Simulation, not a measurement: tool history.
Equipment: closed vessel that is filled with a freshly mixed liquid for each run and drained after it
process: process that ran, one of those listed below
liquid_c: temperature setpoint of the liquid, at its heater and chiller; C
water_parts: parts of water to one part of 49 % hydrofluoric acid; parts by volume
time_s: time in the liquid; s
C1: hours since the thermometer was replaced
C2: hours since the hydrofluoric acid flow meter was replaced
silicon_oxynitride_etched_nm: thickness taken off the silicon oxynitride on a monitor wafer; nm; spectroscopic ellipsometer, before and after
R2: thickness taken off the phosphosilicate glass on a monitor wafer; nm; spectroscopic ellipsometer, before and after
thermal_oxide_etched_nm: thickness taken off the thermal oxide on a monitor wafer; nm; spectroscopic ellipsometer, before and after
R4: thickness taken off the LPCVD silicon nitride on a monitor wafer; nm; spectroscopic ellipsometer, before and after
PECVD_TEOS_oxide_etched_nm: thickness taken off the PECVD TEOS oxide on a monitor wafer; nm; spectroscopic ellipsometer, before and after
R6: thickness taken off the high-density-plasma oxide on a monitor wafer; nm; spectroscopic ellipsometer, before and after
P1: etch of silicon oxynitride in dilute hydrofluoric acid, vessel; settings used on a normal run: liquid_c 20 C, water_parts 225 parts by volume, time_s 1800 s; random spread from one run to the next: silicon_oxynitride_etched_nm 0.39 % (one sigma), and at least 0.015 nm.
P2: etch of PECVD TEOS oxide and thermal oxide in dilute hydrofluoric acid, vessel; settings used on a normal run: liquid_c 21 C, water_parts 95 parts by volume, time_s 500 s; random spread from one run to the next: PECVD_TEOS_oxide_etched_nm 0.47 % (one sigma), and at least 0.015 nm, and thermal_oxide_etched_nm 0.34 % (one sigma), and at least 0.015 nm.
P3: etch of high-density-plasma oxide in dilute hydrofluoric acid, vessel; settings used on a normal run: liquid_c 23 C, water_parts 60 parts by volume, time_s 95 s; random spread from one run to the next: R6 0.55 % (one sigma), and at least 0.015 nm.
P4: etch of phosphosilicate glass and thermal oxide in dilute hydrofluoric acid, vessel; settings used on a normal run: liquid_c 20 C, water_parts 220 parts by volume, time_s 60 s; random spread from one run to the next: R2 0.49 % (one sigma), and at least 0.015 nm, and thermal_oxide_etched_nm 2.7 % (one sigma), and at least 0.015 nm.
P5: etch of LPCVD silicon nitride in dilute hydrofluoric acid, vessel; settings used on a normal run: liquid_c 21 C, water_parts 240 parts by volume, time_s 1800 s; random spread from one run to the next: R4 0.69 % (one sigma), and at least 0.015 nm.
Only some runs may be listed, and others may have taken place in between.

{"run": 1, "hour": 6.7, "process": "P1", "liquid_c": 20, "water_parts": 225, "time_s": 1800, "C1": 635.4, "C2": 98.6, "silicon_oxynitride_etched_nm": 9.8282}
{"run": 2, "hour": 11.9, "process": "P4", "liquid_c": 20, "water_parts": 220, "time_s": 60, "C1": 640.6, "C2": 103.8, "R2": 24.873, "thermal_oxide_etched_nm": 0.97389}
{"run": 3, "hour": 15.6, "process": "P5", "liquid_c": 21, "water_parts": 240, "time_s": 1800, "C1": 644.3, "C2": 107.5, "R4": 2.8095}
{"run": 4, "hour": 24.0, "process": "P5", "liquid_c": 21, "water_parts": 240, "time_s": 3205, "C1": 652.7, "C2": 115.9, "R4": 5.0534}
{"run": 5, "hour": 30.4, "process": "P1", "liquid_c": 20, "water_parts": 135, "time_s": 3375, "C1": 659.1, "C2": 122.3, "silicon_oxynitride_etched_nm": 32.839}
{"run": 6, "hour": 34.2, "process": "P2", "liquid_c": 21, "water_parts": 95, "time_s": 905, "C1": 662.9, "C2": 126.1, "thermal_oxide_etched_nm": 39.537, "PECVD_TEOS_oxide_etched_nm": 72.911}
{"run": 7, "hour": 40.7, "process": "P3", "liquid_c": 23, "water_parts": 20, "time_s": 95, "C1": 669.4, "C2": 132.6, "R6": 34.635}
{"run": 8, "hour": 48.2, "process": "P3", "liquid_c": 17, "water_parts": 60, "time_s": 95, "C1": 676.9, "C2": 140.1, "R6": 8.5879}
{"run": 9, "hour": 53.2, "process": "P1", "liquid_c": 20, "water_parts": 400, "time_s": 2830, "C1": 681.9, "C2": 145.1, "silicon_oxynitride_etched_nm": 7.8495}
{"run": 10, "hour": 60.7, "process": "P1", "liquid_c": 20, "water_parts": 375, "time_s": 1800, "C1": 689.4, "C2": 152.6, "silicon_oxynitride_etched_nm": 5.3665}
{"run": 11, "hour": 68.9, "process": "P3", "liquid_c": 23, "water_parts": 60, "time_s": 30, "C1": 697.6, "C2": 160.8, "R6": 3.4593}
{"run": 12, "hour": 76.7, "process": "P4", "liquid_c": 17, "water_parts": 220, "time_s": 60, "C1": 705.4, "C2": 168.6, "R2": 22.219, "thermal_oxide_etched_nm": 0.85251}
{"run": 13, "hour": 83.6, "process": "P1", "liquid_c": 28, "water_parts": 225, "time_s": 1800, "C1": 712.3, "C2": 175.5, "silicon_oxynitride_etched_nm": 13.988}
{"run": 14, "hour": 90.8, "process": "P1", "liquid_c": 20, "water_parts": 225, "time_s": 1800, "C1": 719.5, "C2": 182.7, "silicon_oxynitride_etched_nm": 9.8307}
{"run": 15, "hour": 97.4, "process": "P2", "liquid_c": 17, "water_parts": 95, "time_s": 500, "C1": 726.1, "C2": 189.3, "thermal_oxide_etched_nm": 18.554, "PECVD_TEOS_oxide_etched_nm": 34.021}
{"run": 16, "hour": 102.1, "process": "P1", "liquid_c": 20, "water_parts": 90, "time_s": 1800, "C1": 730.8, "C2": 194.0, "silicon_oxynitride_etched_nm": 27.06}
{"run": 17, "hour": 107.5, "process": "P1", "liquid_c": 20, "water_parts": 225, "time_s": 2690, "C1": 736.2, "C2": 199.4, "silicon_oxynitride_etched_nm": 14.72}
{"run": 18, "hour": 111.3, "process": "P1", "liquid_c": 20, "water_parts": 225, "time_s": 1800, "C1": 740.0, "C2": 203.2, "silicon_oxynitride_etched_nm": 9.8535}
{"run": 19, "hour": 118.6, "process": "P2", "liquid_c": 21, "water_parts": 160, "time_s": 500, "C1": 747.3, "C2": 210.5, "thermal_oxide_etched_nm": 12.156, "PECVD_TEOS_oxide_etched_nm": 22.15}
{"hour": 123.0, "done": "hydrofluoric acid flow meter replaced"}
{"run": 20, "hour": 126.9, "process": "P1", "liquid_c": 17, "water_parts": 225, "time_s": 1800, "C1": 755.6, "C2": 3.9, "silicon_oxynitride_etched_nm": 8.6025}
{"run": 21, "hour": 134.2, "process": "P4", "liquid_c": 20, "water_parts": 220, "time_s": 35, "C1": 762.9, "C2": 11.2, "R2": 14.61, "thermal_oxide_etched_nm": 0.5765}
{"run": 22, "hour": 138.8, "process": "P5", "liquid_c": 21, "water_parts": 65, "time_s": 1800, "C1": 767.5, "C2": 15.8, "R4": 10.17}
{"run": 23, "hour": 145.0, "process": "P3", "liquid_c": 23, "water_parts": 60, "time_s": 95, "C1": 773.7, "C2": 22.0, "R6": 11.104}
{"run": 24, "hour": 150.4, "process": "P1", "liquid_c": 20, "water_parts": 365, "time_s": 500, "C1": 779.1, "C2": 27.4, "silicon_oxynitride_etched_nm": 1.5432}
{"run": 25, "hour": 158.3, "process": "P1", "liquid_c": 20, "water_parts": 225, "time_s": 1800, "C1": 787.0, "C2": 35.3, "silicon_oxynitride_etched_nm": 9.8145}
{"run": 26, "hour": 162.9, "process": "P1", "liquid_c": 20, "water_parts": 225, "time_s": 1800, "C1": 791.6, "C2": 39.9, "silicon_oxynitride_etched_nm": 9.9435}
{"run": 27, "hour": 168.2, "process": "P5", "liquid_c": 17, "water_parts": 240, "time_s": 1800, "C1": 796.9, "C2": 45.2, "R4": 2.1826}
{"run": 28, "hour": 175.1, "process": "P1", "liquid_c": 20, "water_parts": 225, "time_s": 460, "C1": 803.8, "C2": 52.1, "silicon_oxynitride_etched_nm": 2.527}
{"run": 29, "hour": 180.7, "process": "P4", "liquid_c": 20, "water_parts": 95, "time_s": 60, "C1": 809.4, "C2": 57.7, "R2": 65.795, "thermal_oxide_etched_nm": 2.6918}
{"run": 30, "hour": 188.9, "process": "P2", "liquid_c": 21, "water_parts": 95, "time_s": 500, "C1": 817.6, "C2": 65.9, "thermal_oxide_etched_nm": 21.804, "PECVD_TEOS_oxide_etched_nm": 39.654}
{"run": 31, "hour": 195.0, "process": "P1", "liquid_c": 20, "water_parts": 225, "time_s": 1800, "C1": 823.7, "C2": 72.0, "silicon_oxynitride_etched_nm": 9.7873}
{"run": 32, "hour": 201.0, "process": "P1", "liquid_c": 20, "water_parts": 225, "time_s": 1800, "C1": 829.7, "C2": 78.0, "silicon_oxynitride_etched_nm": 9.5215}
{"run": 33, "hour": 205.7, "process": "P1", "liquid_c": 20, "water_parts": 225, "time_s": 1800, "C1": 834.4, "C2": 82.7, "silicon_oxynitride_etched_nm": 9.3883}
{"run": 34, "hour": 211.7, "process": "P1", "liquid_c": 20, "water_parts": 225, "time_s": 1800, "C1": 840.4, "C2": 88.7, "silicon_oxynitride_etched_nm": 9.2626}
{"run": 35, "hour": 215.5, "process": "P1", "liquid_c": 20, "water_parts": 225, "time_s": 1800, "C1": 844.2, "C2": 92.5, "silicon_oxynitride_etched_nm": 9.1966}
{"run": 36, "hour": 222.5, "process": "P1", "liquid_c": 20, "water_parts": 225, "time_s": 1800, "C1": 851.2, "C2": 99.5, "silicon_oxynitride_etched_nm": 9.1108}
{"run": 37, "hour": 229.2, "process": "P1", "liquid_c": 20, "water_parts": 225, "time_s": 1800, "C1": 857.9, "C2": 106.2, "silicon_oxynitride_etched_nm": 9.1661}
{"run": 38, "hour": 235.8, "process": "P1", "liquid_c": 20, "water_parts": 225, "time_s": 1800, "C1": 864.5, "C2": 112.8, "silicon_oxynitride_etched_nm": 9.096}
{"run": 39, "hour": 241.1, "process": "P1", "liquid_c": 20, "water_parts": 225, "time_s": 1800, "C1": 869.8, "C2": 118.1, "silicon_oxynitride_etched_nm": 9.1068}

Something has made what P1 gives creep away from where it was; the 2 causes below, each at its own stated size, fit the log equally well:
A: liquid colder than its thermometer reads (K) = 1.74
B: hydrofluoric acid flow below the setpoint (%) = 6.76
Creep in the process output first set in at about hour 195.0.

Question marks stand in for the results of the 4 check runs listed below, each run on one wafer. Under which run would the listed causes show clearly different results?
{"run": "check 1", "hour": 246.4, "process": "P5", "liquid_c": 17.0, "water_parts": 85, "time_s": 1800, "R4": "?"}
{"run": "check 2", "hour": 246.4, "process": "P4", "liquid_c": 20.0, "water_parts": 105, "time_s": 60, "R2": "?", "thermal_oxide_etched_nm": "?"}
{"run": "check 3", "hour": 246.4, "process": "P3", "liquid_c": 19.5, "water_parts": 60, "time_s": 35, "R6": "?"}
{"run": "check 4", "hour": 246.4, "process": "P2", "liquid_c": 17.0, "water_parts": 145, "time_s": 500, "thermal_oxide_etched_nm": "?", "PECVD_TEOS_oxide_etched_nm": "?"}

What each check would give under each cause:
check=check_1 result=R4 if_A=5.2472 if_B=5.5442
check=check_2 result=R2 if_A=54.801 if_B=54.443
check=check_2 result=thermal_oxide_etched_nm if_A=2.17440 if_B=2.16020
check=check_3 result=R6 if_A=3.2578 if_B=3.2550
check=check_4 result=thermal_oxide_etched_nm if_A=10.75700 if_B=10.67100
check=check_4 result=PECVD_TEOS_oxide_etched_nm if_A=19.682 if_B=19.525
Per check, the gap between the least separated pair of causes, taken in the result that splits them most: check 1 5.51 %; check 2 0.66 %; check 3 0.09 %; check 4 0.8 %
Only check 1 tells the causes apart: in the others they would give nearly the same result.

Running check 1 produced the following: R4 5.2481 nm. Which one of the listed causes fits?

The correct cause is A, namely: liquid colder than its thermometer reads (K).
